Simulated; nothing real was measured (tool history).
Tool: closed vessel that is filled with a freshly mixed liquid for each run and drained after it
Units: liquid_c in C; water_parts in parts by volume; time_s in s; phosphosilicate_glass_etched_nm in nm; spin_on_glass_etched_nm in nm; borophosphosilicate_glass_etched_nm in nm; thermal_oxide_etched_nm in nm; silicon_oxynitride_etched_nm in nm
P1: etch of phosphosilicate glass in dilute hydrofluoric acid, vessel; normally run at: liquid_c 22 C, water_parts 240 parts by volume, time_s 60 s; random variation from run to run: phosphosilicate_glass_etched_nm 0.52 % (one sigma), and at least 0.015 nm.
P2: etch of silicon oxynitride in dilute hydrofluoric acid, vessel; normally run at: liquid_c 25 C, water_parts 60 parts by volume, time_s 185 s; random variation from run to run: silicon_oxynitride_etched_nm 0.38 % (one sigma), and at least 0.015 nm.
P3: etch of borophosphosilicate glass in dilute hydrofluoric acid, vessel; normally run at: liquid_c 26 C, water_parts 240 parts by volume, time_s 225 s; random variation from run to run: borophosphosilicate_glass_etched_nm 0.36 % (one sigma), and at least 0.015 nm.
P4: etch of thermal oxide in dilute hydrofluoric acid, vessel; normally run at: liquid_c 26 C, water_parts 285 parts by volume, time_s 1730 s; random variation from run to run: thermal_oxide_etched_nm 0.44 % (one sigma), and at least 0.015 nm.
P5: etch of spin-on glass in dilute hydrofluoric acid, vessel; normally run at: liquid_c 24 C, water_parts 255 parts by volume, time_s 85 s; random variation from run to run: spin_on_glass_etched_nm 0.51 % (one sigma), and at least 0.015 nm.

| run | hour | process | liquid_c | water_parts | time_s | phosphosilicate_glass_etched_nm | spin_on_glass_etched_nm | borophosphosilicate_glass_etched_nm | thermal_oxide_etched_nm | silicon_oxynitride_etched_nm |
|---|---|---|---|---|---|---|---|---|---|---|
| 1 | 6 | P1 | 22 | 240 | 60 | 14.766 |  |  |  |  |
| 2 | 13.2 | P1 | 17 | 240 | 60 | 12.111 |  |  |  |  |
| 3 | 19 | P5 | 24 | 255 | 45 |  | 5.0938 |  |  |  |
| 4 | 25.1 | P3 | 26 | 45 | 225 |  |  | 369.77 |  |  |
| 5 | 31.1 | P1 | 22 | 240 | 30 | 7.2741 |  |  |  |  |
| 6 | 36 | P4 | 20 | 285 | 1730 |  |  |  | 20.574 |  |
|  | 39.7 | thermometer replaced |
| 7 | 45.4 | P4 | 26 | 285 | 1730 |  |  |  | 25.445 |  |
| 8 | 54.7 | P2 | 25 | 60 | 185 |  |  |  |  | 9.251 |
| 9 | 62.1 | P4 | 26 | 285 | 970 |  |  |  | 14.279 |  |
| 10 | 69.3 | P3 | 26 | 240 | 225 |  |  | 54.62 |  |  |
| 11 | 74 | P4 | 26 | 285 | 1730 |  |  |  | 25.583 |  |
| 12 | 79.9 | P1 | 17 | 155 | 60 | 20.371 |  |  |  |  |
| 13 | 86.1 | P2 | 25 | 85 | 185 |  |  |  |  | 6.3473 |
| 14 | 91 | P1 | 22 | 240 | 60 | 14.713 |  |  |  |  |
|  | 94.3 | hydrofluoric acid flow meter replaced |
| 15 | 96.8 | P1 | 22 | 240 | 60 | 14.741 |  |  |  |  |
| 16 | 105.9 | P1 | 22 | 240 | 115 | 28.01 |  |  |  |  |
| 17 | 112.1 | P4 | 26 | 515 | 1730 |  |  |  | 11.333 |  |
| 18 | 117.9 | P2 | 25 | 60 | 185 |  |  |  |  | 9.2762 |
| 19 | 122.7 | P1 | 22 | 240 | 60 | 14.704 |  |  |  |  |
| 20 | 127 | P1 | 26 | 240 | 60 | 16.953 |  |  |  |  |
| 21 | 134.2 | P5 | 32.5 | 255 | 85 |  | 12.855 |  |  |  |
| 22 | 141.8 | P3 | 26 | 240 | 420 |  |  | 101.58 |  |  |
| 23 | 150.4 | P2 | 19.5 | 60 | 185 |  |  |  |  | 7.0231 |
| 24 | 157.3 | P5 | 24 | 255 | 85 |  | 9.7514 |  |  |  |
| 25 | 162.1 | P3 | 26 | 240 | 225 |  |  | 54.685 |  |  |
| 26 | 169 | P1 | 22 | 75 | 60 | 55.697 |  |  |  |  |
| 27 | 174.9 | P5 | 24 | 75 | 85 |  | 40.1 |  |  |  |
| 28 | 182.1 | P1 | 22 | 240 | 60 | 14.821 |  |  |  |  |
| 29 | 187.4 | P1 | 22 | 420 | 60 | 7.1679 |  |  |  |  |
| 30 | 193.3 | P2 | 25 | 60 | 365 |  |  |  |  | 18.312 |
| 31 | 198.3 | P3 | 18.5 | 240 | 225 |  |  | 41.523 |  |  |
| 32 | 206.1 | P1 | 22 | 240 | 60 | 14.632 |  |  |  |  |
| 33 | 213.2 | P1 | 22 | 240 | 60 | 14.327 |  |  |  |  |
| 34 | 218.7 | P1 | 22 | 240 | 60 | 14.161 |  |  |  |  |
| 35 | 226.1 | P1 | 22 | 240 | 60 | 14.011 |  |  |  |  |
| 36 | 231.6 | P1 | 22 | 240 | 60 | 13.993 |  |  |  |  |
| 37 | 240.8 | P1 | 22 | 240 | 60 | 13.756 |  |  |  |  |
| 38 | 247.8 | P1 | 22 | 240 | 60 | 13.985 |  |  |  |  |
| 39 | 254.7 | P1 | 22 | 240 | 60 | 13.966 |  |  |  |  |
| 40 | 259.8 | P1 | 22 | 240 | 60 | 13.84 |  |  |  |  |

What P1 gives has crept away from where it was. These 2 causes fit the log equally well, each at the size given:
A: liquid colder than its thermometer reads (K) = 1.58
B: hydrofluoric acid flow below the setpoint (%) = 4.62
The creep began at about hour 206.1.

4 check runs are offered, each on 2 wafers whose results are averaged, their results left as question marks. Which one tells the causes apart?
| check 1 | 264.9 | P5 | 32 | 75 | 85 |  | ? |  |  |  |
| check 2 | 264.9 | P2 | 19.5 | 60 | 185 |  |  |  |  | ? |
| check 3 | 264.9 | P3 | 19.5 | 240 | 395 |  |  | ? |  |  |
| check 4 | 264.9 | P4 | 20.5 | 285 | 1730 |  |  |  | ? |  |

What each check would give under each cause:
| check | result | if A | if B |
|---|---|---|---|
| check 1 | spin_on_glass_etched_nm | 51.543 | 51.909 |
| check 2 | silicon_oxynitride_etched_nm | 6.5087 | 6.7099 |
| check 3 | borophosphosilicate_glass_etched_nm | 71.085 | 71.257 |
| check 4 | thermal_oxide_etched_nm | 19.811 | 19.782 |
How far apart the two closest causes lie, in the result that separates them most: check 1 0.71 %; check 2 3.04 %; check 3 0.24 %; check 4 0.15 %
Check 2 tells the causes apart: in the others they would give nearly the same result.

Then check 2 was run and gave: silicon_oxynitride_etched_nm 6.5129 nm. Which cause is it?

It is A: liquid colder than its thermometer reads (K).
